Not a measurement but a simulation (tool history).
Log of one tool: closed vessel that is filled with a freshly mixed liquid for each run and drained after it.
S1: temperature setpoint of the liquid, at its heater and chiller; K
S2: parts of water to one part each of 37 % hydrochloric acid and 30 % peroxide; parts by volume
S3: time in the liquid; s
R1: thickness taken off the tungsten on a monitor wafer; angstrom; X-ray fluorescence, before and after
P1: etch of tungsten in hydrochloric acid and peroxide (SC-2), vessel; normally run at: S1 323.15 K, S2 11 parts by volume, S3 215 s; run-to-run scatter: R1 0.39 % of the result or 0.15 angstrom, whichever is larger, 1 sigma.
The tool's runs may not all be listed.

run	hour	S1	S2	S3	R1
1	9.3	323.15	11	215	253.33
# hour 11.5: thermometer replaced
2	14.8	323.15	11	215	251.52
3	23.5	323.15	11	30	34.963
4	29.7	308.15	11	215	88.49
5	34.5	323.15	11	400	469.76
6	42	338.15	15	215	504.64
7	51	323.15	20	215	149.21
8	55.9	332.65	11	215	467.28
9	64.7	323.15	11	215	252.6
# hour 68.5: chemicals flow meter replaced
10	73.5	323.15	11	215	253.46
11	81.1	323.15	4	215	546.87
12	89.7	323.15	11	215	251.5
13	94.1	313.15	11	415	244.38
14	101.5	323.15	11	215	253.22
15	108	323.15	11	215	258.92
16	113.5	323.15	11	215	263.96
17	121.7	323.15	11	215	267.84
18	128.3	323.15	11	215	271.15
19	133.4	323.15	11	215	271.77
20	139.8	323.15	11	215	272.73
21	147.9	323.15	11	215	275.66
22	152.6	323.15	11	215	275.25

Forecast run 23:
23	160.1	323.15	11	215	?

R1: 273.56 angstrom
